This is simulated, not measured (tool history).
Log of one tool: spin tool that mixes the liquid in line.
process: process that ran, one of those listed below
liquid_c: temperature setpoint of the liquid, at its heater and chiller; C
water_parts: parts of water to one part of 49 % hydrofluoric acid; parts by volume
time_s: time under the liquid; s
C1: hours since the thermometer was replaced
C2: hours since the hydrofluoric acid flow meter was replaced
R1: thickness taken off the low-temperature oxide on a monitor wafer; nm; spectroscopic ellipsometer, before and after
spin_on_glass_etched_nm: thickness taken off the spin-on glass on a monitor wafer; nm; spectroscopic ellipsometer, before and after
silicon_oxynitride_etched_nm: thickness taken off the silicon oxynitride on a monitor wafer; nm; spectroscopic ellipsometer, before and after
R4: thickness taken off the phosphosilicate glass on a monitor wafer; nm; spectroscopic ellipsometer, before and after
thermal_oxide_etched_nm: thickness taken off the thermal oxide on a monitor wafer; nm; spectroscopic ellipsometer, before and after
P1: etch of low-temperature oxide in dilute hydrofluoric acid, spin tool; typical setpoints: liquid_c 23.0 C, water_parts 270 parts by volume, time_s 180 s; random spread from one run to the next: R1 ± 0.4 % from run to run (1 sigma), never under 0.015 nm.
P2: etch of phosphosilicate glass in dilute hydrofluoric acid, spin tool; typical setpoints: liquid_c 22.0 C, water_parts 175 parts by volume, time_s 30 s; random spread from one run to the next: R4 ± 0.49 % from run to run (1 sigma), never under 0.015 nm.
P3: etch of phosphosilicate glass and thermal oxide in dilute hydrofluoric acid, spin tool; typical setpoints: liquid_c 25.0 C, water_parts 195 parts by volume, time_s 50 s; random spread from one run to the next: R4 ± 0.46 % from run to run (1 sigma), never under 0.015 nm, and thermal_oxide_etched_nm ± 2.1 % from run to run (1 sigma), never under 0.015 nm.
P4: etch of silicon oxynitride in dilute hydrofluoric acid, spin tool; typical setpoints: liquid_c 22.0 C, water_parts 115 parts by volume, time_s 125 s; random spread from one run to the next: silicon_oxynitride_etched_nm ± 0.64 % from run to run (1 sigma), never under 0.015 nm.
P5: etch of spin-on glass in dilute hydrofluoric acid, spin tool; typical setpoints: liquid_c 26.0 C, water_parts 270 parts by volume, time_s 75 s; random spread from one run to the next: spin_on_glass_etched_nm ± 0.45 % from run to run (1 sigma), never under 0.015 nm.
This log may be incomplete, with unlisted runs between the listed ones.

Run 1, hour 13.3: process P1, liquid_c 23.0 C, water_parts 270 parts by volume, time_s 180 s; C1 847.6; C2 100.7. Result: R1 5.74780 nm.
Run 2, hour 29.5: process P5, liquid_c 18.0 C, water_parts 270 parts by volume, time_s 75 s; C1 863.8; C2 116.9. Result: spin_on_glass_etched_nm 4.9633 nm.
Run 3, hour 41.9: process P4, liquid_c 22.0 C, water_parts 115 parts by volume, time_s 50 s; C1 876.2; C2 129.3. Result: silicon_oxynitride_etched_nm 1.8916 nm.
Run 4, hour 57.7: process P4, liquid_c 22.0 C, water_parts 115 parts by volume, time_s 125 s; C1 892.0; C2 145.1. Result: silicon_oxynitride_etched_nm 4.7524 nm.
Run 5, hour 72.8: process P5, liquid_c 26.0 C, water_parts 410 parts by volume, time_s 75 s; C1 907.1; C2 160.2. Result: spin_on_glass_etched_nm 3.7976 nm.
Run 6, hour 82.0: process P4, liquid_c 22.0 C, water_parts 40 parts by volume, time_s 125 s; C1 916.3; C2 169.4. Result: silicon_oxynitride_etched_nm 14.5410 nm.
Run 7, hour 95.7: process P2, liquid_c 30.0 C, water_parts 175 parts by volume, time_s 30 s; C1 930.0; C2 183.1. Result: R4 23.1070 nm.
Run 8, hour 107.8: process P4, liquid_c 22.0 C, water_parts 115 parts by volume, time_s 125 s; C1 942.1; C2 195.2. Result: silicon_oxynitride_etched_nm 4.7830 nm.
Run 9, hour 122.5: process P1, liquid_c 23.0 C, water_parts 400 parts by volume, time_s 35 s; C1 956.8; C2 209.9. Result: R1 0.66362 nm.
Run 10, hour 135.2: process P3, liquid_c 32.5 C, water_parts 195 parts by volume, time_s 50 s; C1 969.5; C2 222.6. Result: R4 21.7050 nm, thermal_oxide_etched_nm 1.5385 nm.
Run 11, hour 151.9: process P1, liquid_c 23.0 C, water_parts 270 parts by volume, time_s 335 s; C1 986.2; C2 239.3. Result: R1 10.70300 nm.
Run 12, hour 164.3: process P1, liquid_c 23.0 C, water_parts 270 parts by volume, time_s 180 s; C1 998.6; C2 251.7. Result: R1 5.74470 nm.
Run 13, hour 177.7: process P2, liquid_c 22.0 C, water_parts 260 parts by volume, time_s 30 s; C1 1012.0; C2 265.1. Result: R4 10.7400 nm.
Run 14, hour 192.5: process P5, liquid_c 26.0 C, water_parts 270 parts by volume, time_s 115 s; C1 1026.8; C2 279.9. Result: spin_on_glass_etched_nm 10.0730 nm.
Run 15, hour 204.0: process P2, liquid_c 22.0 C, water_parts 175 parts by volume, time_s 15 s; C1 1038.3; C2 291.4. Result: R4 8.7493 nm.
Run 16, hour 215.9: process P5, liquid_c 26.0 C, water_parts 270 parts by volume, time_s 75 s; C1 1050.2; C2 303.3. Result: spin_on_glass_etched_nm 6.6205 nm.
Run 17, hour 231.7: process P2, liquid_c 22.0 C, water_parts 175 parts by volume, time_s 30 s; C1 1066.0; C2 319.1. Result: R4 17.2880 nm.
Run 18, hour 247.0: process P1, liquid_c 28.0 C, water_parts 270 parts by volume, time_s 180 s; C1 1081.3; C2 334.4. Result: R1 6.89060 nm.
Run 19, hour 254.8: process P3, liquid_c 25.0 C, water_parts 95 parts by volume, time_s 50 s; C1 1089.1; C2 342.2. Result: R4 38.4680 nm, thermal_oxide_etched_nm 2.7230 nm.
Run 20, hour 262.4: process P3, liquid_c 25.0 C, water_parts 195 parts by volume, time_s 50 s; C1 1096.7; C2 349.8. Result: R4 16.7980 nm, thermal_oxide_etched_nm 1.2049 nm.
Run 21, hour 269.8: process P5, liquid_c 26.0 C, water_parts 270 parts by volume, time_s 75 s; C1 1104.1; C2 357.2. Result: spin_on_glass_etched_nm 6.6356 nm.
Run 22, hour 278.8: process P1, liquid_c 23.0 C, water_parts 270 parts by volume, time_s 180 s; C1 1113.1; C2 366.2. Result: R1 5.76310 nm.
Run 23, hour 292.6: process P3, liquid_c 25.0 C, water_parts 195 parts by volume, time_s 80 s; C1 1126.9; C2 380.0. Result: R4 26.7700 nm, thermal_oxide_etched_nm 2.0081 nm.
Run 24, hour 300.3: process P1, liquid_c 23.0 C, water_parts 410 parts by volume, time_s 180 s; C1 1134.6; C2 387.7. Result: R1 3.34000 nm.
Run 25, hour 310.5: process P4, liquid_c 29.5 C, water_parts 115 parts by volume, time_s 125 s; C1 1144.8; C2 397.9. Result: silicon_oxynitride_etched_nm 6.7372 nm.
Run 26, hour 321.6: process P1, liquid_c 17.5 C, water_parts 270 parts by volume, time_s 180 s; C1 1155.9; C2 409.0. Result: R1 4.73040 nm.
Run 27, hour 332.6: process P1, liquid_c 23.0 C, water_parts 70 parts by volume, time_s 180 s; C1 1166.9; C2 420.0. Result: R1 27.68400 nm.
Run 28, hour 339.9: process P1, liquid_c 23.0 C, water_parts 270 parts by volume, time_s 180 s; C1 1174.2; C2 427.3. Result: R1 5.76490 nm.
Run 29, hour 354.8: process P1, liquid_c 23.0 C, water_parts 270 parts by volume, time_s 15 s; C1 1189.1; C2 442.2. Result: R1 0.47750 nm.
Run 30, hour 368.7: process P1, liquid_c 23.0 C, water_parts 270 parts by volume, time_s 180 s; C1 1203.0; C2 456.1. Result: R1 5.69720 nm.
Run 31, hour 381.0: process P1, liquid_c 23.0 C, water_parts 270 parts by volume, time_s 180 s; C1 1215.3; C2 468.4. Result: R1 5.72500 nm.
Run 32, hour 397.5: process P1, liquid_c 23.0 C, water_parts 270 parts by volume, time_s 180 s; C1 1231.8; C2 484.9. Result: R1 5.49280 nm.
Run 33, hour 406.8: process P1, liquid_c 23.0 C, water_parts 270 parts by volume, time_s 180 s; C1 1241.1; C2 494.2. Result: R1 5.40000 nm.
Run 34, hour 421.6: process P1, liquid_c 23.0 C, water_parts 270 parts by volume, time_s 180 s; C1 1255.9; C2 509.0. Result: R1 5.37970 nm.

Run 35, settings as shown, results not yet in. Your forecast:
Run 35, hour 431.0: process P1, liquid_c 23.0 C, water_parts 270 parts by volume, time_s 180 s; C1 1265.3; C2 518.4. Result: R1 ?.

Run 35 came out at R1 5.38520 nm.

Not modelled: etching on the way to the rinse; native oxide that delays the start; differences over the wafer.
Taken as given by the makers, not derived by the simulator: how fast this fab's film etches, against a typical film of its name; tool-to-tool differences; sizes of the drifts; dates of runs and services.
